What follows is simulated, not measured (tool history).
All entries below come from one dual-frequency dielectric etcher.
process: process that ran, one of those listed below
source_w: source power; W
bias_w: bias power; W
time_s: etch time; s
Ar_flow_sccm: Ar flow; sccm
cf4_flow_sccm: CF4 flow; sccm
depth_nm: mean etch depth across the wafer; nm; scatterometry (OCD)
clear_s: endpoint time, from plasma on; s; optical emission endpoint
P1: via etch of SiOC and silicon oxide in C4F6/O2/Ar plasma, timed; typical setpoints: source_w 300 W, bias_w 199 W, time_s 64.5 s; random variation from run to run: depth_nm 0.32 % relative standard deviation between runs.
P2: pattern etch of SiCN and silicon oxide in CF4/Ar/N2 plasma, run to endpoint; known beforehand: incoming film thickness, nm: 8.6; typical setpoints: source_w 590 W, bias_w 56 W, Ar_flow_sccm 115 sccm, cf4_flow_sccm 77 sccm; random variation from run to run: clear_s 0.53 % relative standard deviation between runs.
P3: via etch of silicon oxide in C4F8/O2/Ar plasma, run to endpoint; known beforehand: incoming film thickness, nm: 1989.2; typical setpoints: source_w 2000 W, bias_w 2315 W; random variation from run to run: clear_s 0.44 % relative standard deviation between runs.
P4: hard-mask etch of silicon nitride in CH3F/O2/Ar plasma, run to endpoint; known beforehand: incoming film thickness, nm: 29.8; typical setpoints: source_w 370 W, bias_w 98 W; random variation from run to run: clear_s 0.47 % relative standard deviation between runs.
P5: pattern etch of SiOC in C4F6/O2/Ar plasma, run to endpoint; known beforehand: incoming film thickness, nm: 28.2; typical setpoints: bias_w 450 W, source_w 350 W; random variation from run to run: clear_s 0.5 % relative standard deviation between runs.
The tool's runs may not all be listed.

run   hour  process  source_w  bias_w  time_s  Ar_flow_sccm  cf4_flow_sccm  depth_nm  clear_s
  1    7.7       P1       300     199    64.5                                 67.485
  2     15       P1       190     199    64.5                                 56.787
  3   18.4       P3      2000    2315                                                  362.29
  4     22       P3      2000    2315                                                  363.45
  5   29.2       P1       300     199    64.5                                 67.086
  6   33.4       P1       300     199    64.5                                 67.084
  7   40.7       P2       590      70                   115             77             8.0517
  8   46.3       P5       350     450                                                  10.458
  9   49.8       P2       590      56                   115             77             8.7398
 10   53.8       P5       230     450                                                  12.308
 11   58.5       P1       300     140    64.5                                 59.691
 12   64.9       P1       300     251    64.5                                 72.866
 13   70.7       P2       590      56                    74             77              8.174
 14     77       P1       300     199    35.5                                 36.981
 15   84.4       P1       420     199      41                                  48.51
 16   90.3       P1       400     199    64.5                                  74.79
 17   95.2       P3      2750    2315                                                  319.49
      99.6  -- source power generator calibrated
 18  101.9       P1       420     199    46.5                                 55.158
 19  109.3       P3      2000    1498                                                  406.47
 20  113.4       P5       350     558                                                  9.6651
 21  120.2       P2       590      56                   115            106             8.2239
 22  127.4       P4       370      98                                                  40.298
 23  132.1       P1       300     199    85.5                                 88.768
 24  136.5       P4       370      73                                                  44.695
 25  143.9       P2       800      56                   115             77             6.6265
 26  148.2       P1       190     157    64.5                                 52.236
 27  152.8       P1       300     199    64.5                                  67.38
 28  160.4       P4       230      98                                                   47.98
 29  164.2       P4       370      98                                                  40.491
 30  169.4       P1       300     199    64.5                                 67.408
 31  175.7       P1       300     199    64.5                                 67.706
 32  182.3       P1       300     199    64.5                                 67.957
 33  189.3       P1       300     199    64.5                                 68.436
 34  195.8       P1       300     199    64.5                                 68.041
     200.2  -- wet clean of the chamber
 35  200.6       P1       300     199    64.5                                 68.296
 36  208.1       P1       300     199    64.5                                 68.168
 37  213.5       P1       300     199    64.5                                 68.175

Predict the results of run 38:
 38  217.1       P1       300     199    64.5                                      ?

{"run 38": {"depth_nm": 68.492}}

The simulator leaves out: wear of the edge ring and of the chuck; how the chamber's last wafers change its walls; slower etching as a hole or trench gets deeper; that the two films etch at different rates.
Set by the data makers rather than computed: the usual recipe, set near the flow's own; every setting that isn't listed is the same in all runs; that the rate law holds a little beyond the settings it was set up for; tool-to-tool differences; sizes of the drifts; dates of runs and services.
